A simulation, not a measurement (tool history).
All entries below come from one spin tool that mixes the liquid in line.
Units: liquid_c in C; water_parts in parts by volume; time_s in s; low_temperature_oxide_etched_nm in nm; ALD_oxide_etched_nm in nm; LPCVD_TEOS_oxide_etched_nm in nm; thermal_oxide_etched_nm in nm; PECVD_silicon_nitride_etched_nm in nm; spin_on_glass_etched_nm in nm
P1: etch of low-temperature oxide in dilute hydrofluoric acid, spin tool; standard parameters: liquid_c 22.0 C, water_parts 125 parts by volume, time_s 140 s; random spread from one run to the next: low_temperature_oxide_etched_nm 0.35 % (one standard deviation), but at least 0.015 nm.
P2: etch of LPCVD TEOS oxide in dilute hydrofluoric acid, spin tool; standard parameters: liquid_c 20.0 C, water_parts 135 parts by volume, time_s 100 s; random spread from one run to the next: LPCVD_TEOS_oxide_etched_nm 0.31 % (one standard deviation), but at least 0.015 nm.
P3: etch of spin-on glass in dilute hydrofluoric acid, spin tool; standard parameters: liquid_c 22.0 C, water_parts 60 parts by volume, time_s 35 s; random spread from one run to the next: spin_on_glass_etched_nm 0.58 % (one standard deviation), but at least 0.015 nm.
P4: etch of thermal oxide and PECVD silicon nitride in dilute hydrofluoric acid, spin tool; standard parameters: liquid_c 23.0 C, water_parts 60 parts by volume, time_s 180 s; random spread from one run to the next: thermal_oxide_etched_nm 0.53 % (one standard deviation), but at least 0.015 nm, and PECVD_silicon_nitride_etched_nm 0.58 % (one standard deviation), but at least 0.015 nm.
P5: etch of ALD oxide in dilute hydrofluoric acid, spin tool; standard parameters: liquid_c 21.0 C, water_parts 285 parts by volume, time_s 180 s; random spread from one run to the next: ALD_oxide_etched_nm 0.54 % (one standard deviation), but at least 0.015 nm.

run,hour,process,liquid_c,water_parts,time_s,hours since the thermometer was replaced,hours since the hydrofluoric acid flow meter was replaced,low_temperature_oxide_etched_nm,ALD_oxide_etched_nm,LPCVD_TEOS_oxide_etched_nm,thermal_oxide_etched_nm,PECVD_silicon_nitride_etched_nm,spin_on_glass_etched_nm
1,9.4,P1,22.0,125,140,731.0,418.7,16.1940,,,,,
2,15.6,P1,22.0,75,220,737.2,424.9,44.7550,,,,,
3,24.6,P1,17.0,125,140,746.2,433.9,13.1870,,,,,
4,33.8,P5,21.0,285,180,755.4,443.1,,15.380,,,,
5,40.2,P2,20.0,50,100,761.8,449.5,,,38.5090,,,
6,45.2,P4,17.0,60,180,766.8,454.5,,,,11.040,7.2054,
7,52.4,P2,17.0,135,100,774.0,461.7,,,11.5100,,,
8,57.0,P3,17.0,60,35,778.6,466.3,,,,,,15.6160
9,64.2,P1,22.0,125,140,785.8,473.5,16.1500,,,,,
10,69.2,P2,20.0,135,15,790.8,478.5,,,1.9424,,,
11,73.6,P3,22.0,60,15,795.2,482.9,,,,,,8.2304
12,79.4,P1,22.0,125,140,801.0,488.7,16.1010,,,,,
13,88.1,P4,23.0,60,345,809.7,497.4,,,,26.949,20.9400,
14,94.6,P5,28.0,285,180,816.2,503.9,,19.590,,,,
15,99.3,P5,21.0,285,180,820.9,508.6,,15.454,,,,
16,107.5,P4,23.0,60,180,829.1,516.8,,,,14.238,10.9490,
17,114.6,P3,22.0,105,35,836.2,523.9,,,,,,10.3560
18,119.1,P2,20.0,135,100,840.7,528.4,,,13.0270,,,
19,126.4,P1,22.0,125,140,848.0,535.7,16.2320,,,,,
20,136.0,P3,22.0,60,35,857.6,545.3,,,,,,19.3830
21,142.4,P5,21.0,285,315,864.0,551.7,,26.827,,,,
22,150.5,P1,22.0,65,140,872.1,559.8,33.3480,,,,,
23,158.7,P1,22.0,125,220,880.3,568.0,25.3160,,,,,
24,164.3,P1,22.0,125,55,885.9,573.6,6.2818,,,,,
25,169.4,P4,23.0,25,180,891.0,578.7,,,,35.702,25.7920,
26,173.8,P1,22.0,175,140,895.4,583.1,10.8560,,,,,
27,183.3,P5,21.0,150,180,904.9,592.6,,33.358,,,,
28,191.7,P1,28.5,125,140,913.3,601.0,20.6730,,,,,
29,199.1,P1,22.0,125,140,920.7,608.4,16.1540,,,,,
30,207.6,P1,22.0,125,140,929.2,616.9,15.6060,,,,,
31,213.9,P1,22.0,125,140,935.5,623.2,15.4780,,,,,
32,223.1,P1,22.0,125,140,944.7,632.4,15.1820,,,,,
33,228.5,P1,22.0,125,140,950.1,637.8,15.0240,,,,,
34,234.0,P1,22.0,125,140,955.6,643.3,15.0340,,,,,
35,240.8,P1,22.0,125,140,962.4,650.1,14.9470,,,,,
36,247.2,P1,22.0,125,140,968.8,656.5,14.9390,,,,,
37,253.2,P1,22.0,125,140,974.8,662.5,14.8150,,,,,
38,261.0,P1,22.0,125,140,982.6,670.3,14.9140,,,,,
39,265.9,P1,22.0,125,140,987.5,675.2,14.8140,,,,,

P1 has crept away from where it was. The log is fitted equally well by each of these 2 causes, at the sizes shown:
A: liquid colder than its thermometer reads (K) = 2.03
B: hydrofluoric acid flow below the setpoint (%) = 6.83
The onset of the drift is placed at about hour 199.1.

Of the 4 check runs listed below, each run on one wafer and each result written as a question mark, which would let you distinguish the listed causes because they would give clearly different results?
check 1,270.8,P3,22.0,95,35,,,,,,,,?
check 2,270.8,P5,26.0,165,180,,,,?,,,,
check 3,270.8,P4,23.0,35,180,,,,,,?,?,
check 4,270.8,P2,17.0,135,100,,,,,?,,,

What each check would give under each cause:
check,result,if A,if B
check 1,spin_on_glass_etched_nm,10.7350,10.7780
check 2,ALD_oxide_etched_nm,33.359,33.066
check 3,thermal_oxide_etched_nm,23.050,23.320
check 3,PECVD_silicon_nitride_etched_nm,16.1340,17.3240
check 4,LPCVD_TEOS_oxide_etched_nm,10.5290,10.5740
Separation of the two closest causes in each check, using whichever result separates them best: check 1 0.4 %; check 2 0.88 %; check 3 7.12 %; check 4 0.42 %
Only check 3 tells the causes apart: in the others they would give nearly the same result.

The results of check 3 are: thermal_oxide_etched_nm 23.018 nm; PECVD_silicon_nitride_etched_nm 16.1170 nm. Based on these, which of the listed causes is it?

Of the candidate causes, it is A: liquid colder than its thermometer reads (K).

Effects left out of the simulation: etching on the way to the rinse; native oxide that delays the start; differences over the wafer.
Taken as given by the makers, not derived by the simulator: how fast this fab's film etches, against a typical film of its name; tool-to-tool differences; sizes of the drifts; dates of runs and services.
